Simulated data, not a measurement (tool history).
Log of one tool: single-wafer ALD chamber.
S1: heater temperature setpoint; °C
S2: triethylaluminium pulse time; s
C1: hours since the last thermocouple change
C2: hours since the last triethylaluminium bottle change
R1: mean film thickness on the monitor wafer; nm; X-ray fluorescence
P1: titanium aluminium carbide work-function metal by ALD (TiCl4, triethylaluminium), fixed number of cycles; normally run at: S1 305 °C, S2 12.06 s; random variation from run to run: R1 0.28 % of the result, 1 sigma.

| run | hour | S1 | S2 | C1 | C2 | R1 |
|---|---|---|---|---|---|---|
| 1 | 11.5 | 305 | 12.06 | 190.7 | 284.7 | 2.0811 |
|  | 16.9 | triethylaluminium bottle replaced |
| 2 | 20.4 | 305 | 12.06 | 199.6 | 3.6 | 2.0737 |
| 3 | 27.9 | 330 | 12.06 | 207.1 | 11.1 | 2.2906 |
| 4 | 44 | 281 | 12.06 | 223.2 | 27.2 | 1.8594 |
| 5 | 60.1 | 305 | 19.17 | 239.3 | 43.3 | 2.1054 |
|  | 61.3 | thermocouple changed; heater temperature recalibrated |
| 6 | 73 | 305 | 5.64 | 11.7 | 56.2 | 1.8062 |
| 7 | 83.1 | 305 | 12.06 | 21.8 | 66.3 | 2.0717 |
| 8 | 94 | 305 | 12.06 | 32.7 | 77.2 | 2.0712 |
| 9 | 103.9 | 291 | 15.64 | 42.6 | 87.1 | 1.9712 |
| 10 | 113.6 | 305 | 12.06 | 52.3 | 96.8 | 2.0772 |
| 11 | 128.5 | 295 | 5.33 | 67.2 | 111.7 | 1.699 |
| 12 | 142.9 | 305 | 12.06 | 81.6 | 126.1 | 2.0795 |
| 13 | 151.9 | 305 | 12.06 | 90.6 | 135.1 | 2.0556 |
| 14 | 161.5 | 305 | 12.06 | 100.2 | 144.7 | 2.0563 |
| 15 | 176.1 | 305 | 12.06 | 114.8 | 159.3 | 2.0426 |
| 16 | 184.8 | 305 | 12.06 | 123.5 | 168 | 2.0408 |
| 17 | 198.9 | 305 | 12.06 | 137.6 | 182.1 | 2.0351 |
| 18 | 208.7 | 305 | 12.06 | 147.4 | 191.9 | 2.0431 |
| 19 | 223.3 | 305 | 12.06 | 162 | 206.5 | 2.0328 |
| 20 | 232.4 | 305 | 12.06 | 171.1 | 215.6 | 2.0265 |
| 21 | 244.5 | 305 | 12.06 | 183.2 | 227.7 | 2.033 |
| 22 | 257.7 | 305 | 12.06 | 196.4 | 240.9 | 2.0285 |
| 23 | 266.8 | 305 | 12.06 | 205.5 | 250 | 2.0318 |

What P1 gives has crept away from where it was. These 2 causes fit the log equally well, each at the size given:
A: wafer temperature below the value expected at the setpoint (K) = 4.88
B: triethylaluminium dose below that of a fresh bottle (%) = 20.1
The creep began at about hour 142.9.

4 check runs are offered, one wafer each, their results left as question marks. Which one tells the causes apart?
| check 1 | 275.9 | 282 | 12.06 |  |  | ? |
| check 2 | 275.9 | 305 | 6.2 |  |  | ? |
| check 3 | 275.9 | 327 | 12.06 |  |  | ? |
| check 4 | 275.9 | 315 | 12.06 |  |  | ? |

What each check would give under each cause:
| check | result | if A | if B |
|---|---|---|---|
| check 1 | R1 | 1.8309 | 1.8343 |
| check 2 | R1 | 1.8206 | 1.7259 |
| check 3 | R1 | 2.2275 | 2.2242 |
| check 4 | R1 | 2.1203 | 2.1189 |
How far apart the two closest causes lie, in the result that separates them most: check 1 0.18 %; check 2 5.34 %; check 3 0.15 %; check 4 0.07 %
Check 2 tells the causes apart: in the others they would give nearly the same result.

Then check 2 was run and gave: R1 1.8162 nm. Which cause is it?

It is A: wafer temperature below the value expected at the setpoint (K).
